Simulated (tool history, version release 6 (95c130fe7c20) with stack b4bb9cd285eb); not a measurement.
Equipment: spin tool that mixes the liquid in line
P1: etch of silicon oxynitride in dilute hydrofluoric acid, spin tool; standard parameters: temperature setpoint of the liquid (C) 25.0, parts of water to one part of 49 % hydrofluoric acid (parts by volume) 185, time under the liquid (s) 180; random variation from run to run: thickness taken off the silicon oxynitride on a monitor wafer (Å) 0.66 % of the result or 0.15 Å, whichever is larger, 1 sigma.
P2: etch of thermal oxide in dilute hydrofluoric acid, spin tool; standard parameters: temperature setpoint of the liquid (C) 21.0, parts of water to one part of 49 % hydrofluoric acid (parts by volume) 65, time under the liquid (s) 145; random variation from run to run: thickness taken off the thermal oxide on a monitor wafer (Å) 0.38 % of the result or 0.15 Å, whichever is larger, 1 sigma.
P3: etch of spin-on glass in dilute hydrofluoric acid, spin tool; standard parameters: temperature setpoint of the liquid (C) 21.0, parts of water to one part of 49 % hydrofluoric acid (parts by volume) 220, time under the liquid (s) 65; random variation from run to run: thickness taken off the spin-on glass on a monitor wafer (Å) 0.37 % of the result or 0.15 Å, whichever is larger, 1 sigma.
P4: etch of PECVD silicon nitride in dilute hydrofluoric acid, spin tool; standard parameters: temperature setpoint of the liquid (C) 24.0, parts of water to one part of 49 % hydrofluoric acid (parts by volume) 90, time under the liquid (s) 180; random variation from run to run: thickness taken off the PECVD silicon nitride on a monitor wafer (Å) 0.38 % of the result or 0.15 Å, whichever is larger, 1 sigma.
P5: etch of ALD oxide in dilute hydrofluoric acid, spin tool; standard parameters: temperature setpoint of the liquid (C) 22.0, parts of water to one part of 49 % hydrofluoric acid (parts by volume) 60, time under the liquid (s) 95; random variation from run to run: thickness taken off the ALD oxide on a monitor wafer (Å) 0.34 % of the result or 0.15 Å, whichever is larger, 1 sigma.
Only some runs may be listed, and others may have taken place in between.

run	hour	process that ran	temperature setpoint of the liquid (C)	parts of water to one part of 49 % hydrofluoric acid (parts by volume)	time under the liquid (s)	hours since the thermometer was replaced	hours since the hydrofluoric acid flow meter was replaced	thickness taken off the silicon oxynitride on a monitor wafer (Å)	thickness taken off the ALD oxide on a monitor wafer (Å)	thickness taken off the thermal oxide on a monitor wafer (Å)	thickness taken off the PECVD silicon nitride on a monitor wafer (Å)	thickness taken off the spin-on glass on a monitor wafer (Å)
1	6.1	P1	25.0	185	180	942.4	367.3	32.8060				
2	14.0	P5	30.0	60	95	950.3	375.2		249.130			
3	24.4	P2	21.0	65	270	960.7	385.6			183.330		
4	34.5	P4	24.0	145	180	970.8	395.7				46.064	
5	45.1	P5	22.0	60	20	981.4	406.3		38.533			
6	50.8	P1	29.5	185	180	987.1	412.0	40.0990				
7	60.7	P4	24.0	90	180	997.0	421.9				73.622	
8	65.5	P5	22.0	20	95	1001.8	426.7		572.900			
9	71.5	P1	25.0	55	295	1007.8	432.7	204.5000				
10	76.7	P1	25.0	185	180	1013.0	437.9	33.2190				
11	87.5	P2	21.0	65	145	1023.8	448.7			98.592		
12	98.4	P3	21.0	220	65	1034.7	459.6					103.180
13	108.3	P1	25.0	185	180	1044.6	469.5	33.7280				
14	118.8	P2	21.0	20	145	1055.1	480.0			339.010		
15	127.4	P1	25.0	185	180	1063.7	488.6	33.4730				
16	137.0	P1	25.0	60	180	1073.3	498.2	114.3300				
17	147.7	P1	25.0	185	45	1084.0	508.9	8.0582				
18	155.1	P2	21.0	65	145	1091.4	516.3			98.822		
19	161.7	P4	24.0	90	295	1098.0	522.9				120.790	
20	168.1	P1	25.0	185	180	1104.4	529.3	33.7120				
# hour 168.8: hydrofluoric acid flow meter replaced
21	174.4	P3	21.0	55	65	1110.7	5.7					491.670
22	179.8	P5	22.0	60	95	1116.1	11.1		180.570			
23	185.3	P1	25.0	265	80	1121.6	16.6	9.8605				
24	194.4	P1	25.0	325	180	1130.7	25.7	16.6460				
25	202.8	P1	25.0	185	300	1139.1	34.1	55.9840				
26	209.8	P3	21.0	220	15	1146.1	41.1					23.601
27	216.3	P4	30.5	90	180	1152.6	47.6				112.480	
28	223.6	P1	20.5	185	180	1159.9	54.9	27.1300				
29	229.6	P3	17.0	220	65	1165.9	60.9					87.893
30	236.3	P2	17.0	65	145	1172.6	67.6			82.971		
31	244.4	P5	22.0	60	95	1180.7	75.7		181.560			
32	253.7	P1	25.0	185	180	1190.0	85.0	33.2890				
33	263.9	P1	25.0	185	180	1200.2	95.2	34.4800				
34	273.7	P1	25.0	185	180	1210.0	105.0	35.8360				
35	280.9	P1	25.0	185	180	1217.2	112.2	35.7150				
36	287.1	P1	25.0	185	180	1223.4	118.4	35.9750				
37	298.1	P1	25.0	185	180	1234.4	129.4	35.4730				
38	308.4	P1	25.0	185	180	1244.7	139.7	35.6690				

What P1 gives has crept away from where it was. These 2 causes fit the log equally well, each at the size given:
A: hydrofluoric acid flow above the setpoint (%) = 6.59
B: liquid hotter than its thermometer reads (K) = 1.66
The gradual shift began around hour 253.7.

The check runs listed below each take one wafer, and their results are still question marks. Under which run would the listed causes lead to clearly different results?
check 1	318.7	P4	24.0	120	270						?	
check 2	318.7	P3	21.0	55	65							?
check 3	318.7	P5	28.0	60	25				?			
check 4	318.7	P2	17.5	65	145					?		

Outcome of each check run for each possible cause:
check	result	if A	if B
check 1	thickness taken off the PECVD silicon nitride on a monitor wafer (Å)	88.416	92.451
check 2	thickness taken off the spin-on glass on a monitor wafer (Å)	527.420	528.090
check 3	thickness taken off the ALD oxide on a monitor wafer (Å)	65.461	65.197
check 4	thickness taken off the thermal oxide on a monitor wafer (Å)	90.949	91.170
Minimum pairwise separation of causes per check, each pair taken at its best-separating result: check 1 4.46 %; check 2 0.13 %; check 3 0.4 %; check 4 0.24 %
Check 1 is the one run that separates the causes; every other check would come out nearly the same whichever cause is at work.

After running check 1, the following was obtained: thickness taken off the PECVD silicon nitride on a monitor wafer (Å) 92.581. Which cause does this point to?

B is the cause: liquid hotter than its thermometer reads (K).
